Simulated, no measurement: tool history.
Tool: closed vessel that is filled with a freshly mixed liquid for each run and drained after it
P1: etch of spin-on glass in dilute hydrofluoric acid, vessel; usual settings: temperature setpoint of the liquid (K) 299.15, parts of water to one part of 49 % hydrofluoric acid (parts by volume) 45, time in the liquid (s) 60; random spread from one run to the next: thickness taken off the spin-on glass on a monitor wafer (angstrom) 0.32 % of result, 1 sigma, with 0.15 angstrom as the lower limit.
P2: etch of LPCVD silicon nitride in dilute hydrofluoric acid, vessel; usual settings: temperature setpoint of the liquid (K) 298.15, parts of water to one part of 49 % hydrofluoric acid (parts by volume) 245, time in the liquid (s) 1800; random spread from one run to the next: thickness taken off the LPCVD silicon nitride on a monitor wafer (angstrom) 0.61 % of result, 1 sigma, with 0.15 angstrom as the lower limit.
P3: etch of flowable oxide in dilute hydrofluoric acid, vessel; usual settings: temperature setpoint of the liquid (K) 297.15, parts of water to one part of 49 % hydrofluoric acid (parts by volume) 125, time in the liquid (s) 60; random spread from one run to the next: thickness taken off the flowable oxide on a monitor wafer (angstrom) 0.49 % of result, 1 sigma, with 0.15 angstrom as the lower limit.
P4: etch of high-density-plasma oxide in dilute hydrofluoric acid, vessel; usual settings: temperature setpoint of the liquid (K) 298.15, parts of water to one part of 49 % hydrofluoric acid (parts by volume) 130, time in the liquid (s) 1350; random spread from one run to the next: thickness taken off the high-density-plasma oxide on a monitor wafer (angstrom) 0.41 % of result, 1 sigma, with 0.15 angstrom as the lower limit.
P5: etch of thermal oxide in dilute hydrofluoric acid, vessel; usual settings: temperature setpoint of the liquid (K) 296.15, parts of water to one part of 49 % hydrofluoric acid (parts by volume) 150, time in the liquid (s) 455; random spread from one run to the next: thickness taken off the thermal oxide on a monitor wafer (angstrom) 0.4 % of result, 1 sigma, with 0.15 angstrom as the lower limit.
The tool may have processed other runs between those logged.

run	day	process that ran	temperature setpoint of the liquid (K)	parts of water to one part of 49 % hydrofluoric acid (parts by volume)	time in the liquid (s)	hours since the thermometer was replaced	hours since the hydrofluoric acid flow meter was replaced	thickness taken off the spin-on glass on a monitor wafer (angstrom)	thickness taken off the high-density-plasma oxide on a monitor wafer (angstrom)	thickness taken off the thermal oxide on a monitor wafer (angstrom)	thickness taken off the flowable oxide on a monitor wafer (angstrom)	thickness taken off the LPCVD silicon nitride on a monitor wafer (angstrom)
1	0.196	P1	299.15	45	60	521.9	448.6	930.67				
2	0.379	P1	295.15	30	60	526.3	453.0	1208.00				
3	0.558	P1	294.15	45	60	530.6	457.3	757.90				
4	0.792	P4	290.15	130	1350	536.2	462.9		385.85			
5	0.954	P4	298.15	130	2525	540.1	466.8		998.21			
6	1.121	P1	299.15	20	60	544.1	470.8	2180.80				
7	1.304	P1	299.15	45	60	548.5	475.2	929.22				
8	1.533	P1	303.15	45	60	554.0	480.7	1091.40				
9	1.667	P1	299.15	45	60	557.2	483.9	939.46				
10	1.908	P5	290.15	150	455	563.0	489.7			110.360		
11	2.162	P4	298.15	80	1350	569.1	495.8		924.17			
12	2.325	P5	296.15	55	455	573.0	499.7			431.980		
13	2.575	P1	299.15	45	105	579.0	505.7	1629.80				
14	2.704	P3	290.65	125	60	582.1	508.8				136.03	
15	2.942	P1	299.15	45	60	587.8	514.5	931.53				
16	3.067	P3	297.15	125	60	590.8	517.5				173.79	
17	3.296	P3	297.15	30	60	596.3	523.0				820.45	
18	3.558	P2	298.15	245	200	602.6	529.3					3.9637
19	3.762	P1	299.15	45	30	607.5	534.2	463.59				
20	3.917	P5	296.15	150	240	611.2	537.9			74.056		
21	4.171	P1	299.15	65	60	617.3	544.0	626.49				
22	4.383	P2	305.15	245	1800	622.4	549.1					55.0970
23	4.546	P5	296.15	150	455	626.3	553.0			140.980		
24	4.783	P1	299.15	45	60	632.0	558.7	931.58				
25	4.988	P1	299.15	45	60	636.9	563.6	926.79				
26	5.229	P3	297.15	125	105	642.7	569.4				305.10	
27	5.479	P5	296.15	150	455	648.7	575.4			140.770		
28	5.738	P1	303.65	45	30	654.9	581.6	558.71				
29	5.862	P3	297.15	125	60	657.9	584.6				174.57	
30	5.983	P2	298.15	245	1800	660.8	587.5					36.3310
31	6.096	P2	298.15	55	1800	663.5	590.2					160.2700
32	6.329	P4	298.15	130	1350	669.1	595.8		535.34			
33	6.542	P1	299.15	45	60	674.2	600.9	928.37				
34	6.783	P1	299.15	45	60	680.0	606.7	953.99				
35	7.017	P1	299.15	45	60	685.6	612.3	969.88				
36	7.133	P1	299.15	45	60	688.4	615.1	968.40				
37	7.329	P1	299.15	45	60	693.1	619.8	992.84				
38	7.496	P1	299.15	45	60	697.1	623.8	986.13				
39	7.633	P1	299.15	45	60	700.4	627.1	991.18				
40	7.833	P1	299.15	45	60	705.2	631.9	991.74				
41	8.058	P1	299.15	45	60	710.6	637.3	996.03				
42	8.283	P1	299.15	45	60	716.0	642.7	993.60				
43	8.512	P1	299.15	45	60	721.5	648.2	1001.90				

The log shows P1 creeping away from where it was. Any of the 2 causes listed here, at the size stated for it, fits the log just as well as the others:
A: hydrofluoric acid flow above the setpoint (%) = 6.47
B: liquid hotter than its thermometer reads (K) = 1.65
The process output started creeping at around day 6.542.

Below are 4 check runs, each averaged over 2 wafers, with their results shown as question marks. Which of them would give clearly different results depending on which cause is behind the drift?
check 1	8.742	P5	290.15	150	455					?		
check 2	8.742	P2	304.65	70	1800							?
check 3	8.742	P3	292.15	125	60						?	
check 4	8.742	P4	290.65	130	1910				?			

Expected result of each check under each candidate cause:
check	result	if A	if B
check 1	thickness taken off the thermal oxide on a monitor wafer (angstrom)	118.970	118.430
check 2	thickness taken off the LPCVD silicon nitride on a monitor wafer (angstrom)	204.0900	212.5600
check 3	thickness taken off the flowable oxide on a monitor wafer (angstrom)	153.74	153.13
check 4	thickness taken off the high-density-plasma oxide on a monitor wafer (angstrom)	601.30	599.42
Per check, the gap between the least separated pair of causes, taken in the result that splits them most: check 1 0.45 %; check 2 4.07 %; check 3 0.4 %; check 4 0.31 %
Only check 2 tells the causes apart: in the others they would give nearly the same result.

Running check 2 produced the following: thickness taken off the LPCVD silicon nitride on a monitor wafer (angstrom) 212.2900. Which one of the listed causes fits?

B is the cause: liquid hotter than its thermometer reads (K).
